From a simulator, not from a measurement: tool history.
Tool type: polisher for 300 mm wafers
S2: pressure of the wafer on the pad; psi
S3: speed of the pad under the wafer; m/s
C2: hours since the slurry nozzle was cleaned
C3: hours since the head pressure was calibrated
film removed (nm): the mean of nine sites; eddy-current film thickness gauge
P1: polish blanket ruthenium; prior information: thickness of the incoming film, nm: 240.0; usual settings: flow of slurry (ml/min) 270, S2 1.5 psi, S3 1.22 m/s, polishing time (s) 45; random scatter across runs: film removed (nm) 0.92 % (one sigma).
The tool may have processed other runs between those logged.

{"run": 1, "day": 0.138, "flow of slurry (ml/min)": 270, "S2": 1.5, "S3": 1.22, "polishing time (s)": 45, "wafers polished on this pad": 467, "C2": 323.2, "C3": 333.2, "film removed (nm)": 39.548}
{"run": 2, "day": 0.358, "flow of slurry (ml/min)": 270, "S2": 1.5, "S3": 1.22, "polishing time (s)": 45, "wafers polished on this pad": 529, "C2": 328.5, "C3": 338.5, "film removed (nm)": 38.723}
{"run": 3, "day": 0.612, "flow of slurry (ml/min)": 270, "S2": 1.5, "S3": 1.78, "polishing time (s)": 35, "wafers polished on this pad": 600, "C2": 334.6, "C3": 344.6, "film removed (nm)": 44.073}
{"run": 4, "day": 0.808, "flow of slurry (ml/min)": 270, "S2": 1.5, "S3": 1.22, "polishing time (s)": 45, "wafers polished on this pad": 655, "C2": 339.3, "C3": 349.3, "film removed (nm)": 39.315}
{"run": 5, "day": 1.042, "flow of slurry (ml/min)": 270, "S2": 1.5, "S3": 1.22, "polishing time (s)": 32, "wafers polished on this pad": 720, "C2": 344.9, "C3": 354.9, "film removed (nm)": 27.937}
{"run": 6, "day": 1.317, "flow of slurry (ml/min)": 270, "S2": 2.3, "S3": 1.22, "polishing time (s)": 45, "wafers polished on this pad": 797, "C2": 351.5, "C3": 361.5, "film removed (nm)": 59.876}
{"run": 7, "day": 1.612, "flow of slurry (ml/min)": 270, "S2": 1.5, "S3": 1.22, "polishing time (s)": 70, "wafers polished on this pad": 880, "C2": 358.6, "C3": 368.6, "film removed (nm)": 60.535}
{"run": 8, "day": 1.812, "flow of slurry (ml/min)": 270, "S2": 1.5, "S3": 0.58, "polishing time (s)": 45, "wafers polished on this pad": 936, "C2": 363.4, "C3": 373.4, "film removed (nm)": 18.695}
{"run": 9, "day": 2.062, "flow of slurry (ml/min)": 270, "S2": 1.5, "S3": 1.84, "polishing time (s)": 45, "wafers polished on this pad": 1006, "C2": 369.4, "C3": 379.4, "film removed (nm)": 59.032}
{"run": 10, "day": 2.296, "flow of slurry (ml/min)": 270, "S2": 1.5, "S3": 1.22, "polishing time (s)": 45, "wafers polished on this pad": 1071, "C2": 375.0, "C3": 385.0, "film removed (nm)": 39.441}
{"run": 11, "day": 2.5, "flow of slurry (ml/min)": 270, "S2": 1.5, "S3": 1.22, "polishing time (s)": 45, "wafers polished on this pad": 1129, "C2": 379.9, "C3": 389.9, "film removed (nm)": 38.998}
{"run": 12, "day": 2.725, "flow of slurry (ml/min)": 270, "S2": 1.0, "S3": 1.22, "polishing time (s)": 45, "wafers polished on this pad": 1192, "C2": 385.3, "C3": 395.3, "film removed (nm)": 26.242}
{"day": 2.779, "done": "slurry nozzle cleaned"}
{"run": 13, "day": 3.012, "flow of slurry (ml/min)": 410, "S2": 1.5, "S3": 1.22, "polishing time (s)": 45, "wafers polished on this pad": 1272, "C2": 5.6, "C3": 402.2, "film removed (nm)": 41.305}
{"run": 14, "day": 3.292, "flow of slurry (ml/min)": 160, "S2": 1.5, "S3": 1.22, "polishing time (s)": 45, "wafers polished on this pad": 1350, "C2": 12.3, "C3": 408.9, "film removed (nm)": 36.232}
{"run": 15, "day": 3.504, "flow of slurry (ml/min)": 270, "S2": 1.5, "S3": 1.22, "polishing time (s)": 45, "wafers polished on this pad": 1410, "C2": 17.4, "C3": 414.0, "film removed (nm)": 39.097}
{"run": 16, "day": 3.717, "flow of slurry (ml/min)": 270, "S2": 1.5, "S3": 1.22, "polishing time (s)": 45, "wafers polished on this pad": 1469, "C2": 22.5, "C3": 419.1, "film removed (nm)": 38.754}
{"run": 17, "day": 3.967, "flow of slurry (ml/min)": 270, "S2": 1.5, "S3": 1.22, "polishing time (s)": 45, "wafers polished on this pad": 1539, "C2": 28.5, "C3": 425.1, "film removed (nm)": 39.36}
{"run": 18, "day": 4.167, "flow of slurry (ml/min)": 270, "S2": 1.5, "S3": 1.22, "polishing time (s)": 45, "wafers polished on this pad": 1595, "C2": 33.3, "C3": 429.9, "film removed (nm)": 38.597}
{"run": 19, "day": 4.417, "flow of slurry (ml/min)": 270, "S2": 1.5, "S3": 1.22, "polishing time (s)": 45, "wafers polished on this pad": 1666, "C2": 39.3, "C3": 435.9, "film removed (nm)": 37.828}
{"run": 20, "day": 4.696, "flow of slurry (ml/min)": 270, "S2": 1.5, "S3": 1.22, "polishing time (s)": 45, "wafers polished on this pad": 1744, "C2": 46.0, "C3": 442.6, "film removed (nm)": 37.687}
{"day": 4.771, "done": "head pressure recalibrated"}
{"run": 21, "day": 4.992, "flow of slurry (ml/min)": 270, "S2": 1.5, "S3": 1.22, "polishing time (s)": 45, "wafers polished on this pad": 1827, "C2": 53.1, "C3": 5.4, "film removed (nm)": 37.638}
{"run": 22, "day": 5.179, "flow of slurry (ml/min)": 270, "S2": 1.5, "S3": 1.22, "polishing time (s)": 45, "wafers polished on this pad": 1879, "C2": 57.6, "C3": 9.9, "film removed (nm)": 37.227}

P1 no longer gives what it gave before; its output has crept away from where it was. The following 2 causes, each at its listed size, fit the log equally well:
A: removal rate lost through wear of the pad, % = 4.77
B: slurry flow missing at the pad, % = 33
Creep in the process output first set in at about day 3.717.
The rest of the possible causes, and what rules out each one:
head's pressure below its setpoint, %: its service at day 4.771 followed the start of the drift and did not put the process back to its old value

4 check runs are offered, each on 5 wafers whose results are averaged, their results left as question marks. Which one tells the causes apart?
{"run": "check 1", "day": 5.367, "flow of slurry (ml/min)": 270, "S2": 1.5, "S3": 0.6, "polishing time (s)": 70, "film removed (nm)": "?"}
{"run": "check 2", "day": 5.367, "flow of slurry (ml/min)": 160, "S2": 1.5, "S3": 1.22, "polishing time (s)": 45, "film removed (nm)": "?"}
{"run": "check 3", "day": 5.367, "flow of slurry (ml/min)": 270, "S2": 2.2, "S3": 1.22, "polishing time (s)": 45, "film removed (nm)": "?"}
{"run": "check 4", "day": 5.367, "flow of slurry (ml/min)": 270, "S2": 1.5, "S3": 1.84, "polishing time (s)": 68, "film removed (nm)": "?"}

What each check would give under each cause:
check=check_1 result=film_removed_(nm) if_A=28.609 if_B=28.609
check=check_2 result=film_removed_(nm) if_A=34.940 if_B=33.889
check=check_3 result=film_removed_(nm) if_A=54.847 if_B=54.848
check=check_4 result=film_removed_(nm) if_A=85.227 if_B=85.228
Distance between the nearest two causes, measured in the result of the check that separates them most: check 1 0 %; check 2 3.05 %; check 3 0 %; check 4 0 %
Check 2 is the one run that separates the causes; every other check would come out nearly the same whichever cause is at work.

Then check 2 was run and gave: film removed (nm) 33.831. Which cause is it?

The cause is B: slurry flow missing at the pad, %.

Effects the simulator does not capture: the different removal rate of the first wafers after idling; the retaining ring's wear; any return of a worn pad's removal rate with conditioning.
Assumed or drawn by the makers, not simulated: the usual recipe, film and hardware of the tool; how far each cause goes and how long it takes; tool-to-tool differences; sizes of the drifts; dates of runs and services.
